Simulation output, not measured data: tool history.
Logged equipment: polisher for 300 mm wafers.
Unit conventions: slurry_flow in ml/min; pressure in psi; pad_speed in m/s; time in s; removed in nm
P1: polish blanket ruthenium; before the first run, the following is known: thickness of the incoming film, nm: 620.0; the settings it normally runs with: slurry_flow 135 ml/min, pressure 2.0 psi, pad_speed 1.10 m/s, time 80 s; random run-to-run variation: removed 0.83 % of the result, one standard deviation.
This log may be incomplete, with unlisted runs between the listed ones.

run,hour,slurry_flow,pressure,pad_speed,time,removed
1,17.1,135,2.0,1.10,80,94.401
2,27.5,135,3.1,1.10,80,146.040
3,39.4,135,2.0,1.64,80,140.260
4,50.0,135,2.0,1.10,112,132.040
5,58.1,135,2.0,1.10,80,95.083
6,67.3,135,2.0,1.10,80,92.568
7,81.8,135,2.0,1.10,50,58.548
8,91.4,135,1.3,1.10,80,61.638
9,104.0,135,2.0,0.50,80,42.446
10,118.6,135,2.0,0.50,114,60.307
11,129.5,135,2.0,1.10,80,94.308
12,143.5,185,2.0,1.10,80,98.366
13,158.0,135,2.0,1.10,80,94.125
14,173.0,80,2.0,1.10,80,82.940
15,181.3,135,2.0,1.10,80,93.811
16,192.0,135,2.0,1.10,80,91.297
17,202.8,135,2.0,1.10,80,89.781

Predict the results of run 18:
18,214.4,135,2.0,1.10,80,?

{"run 18": {"removed": 87.35}}
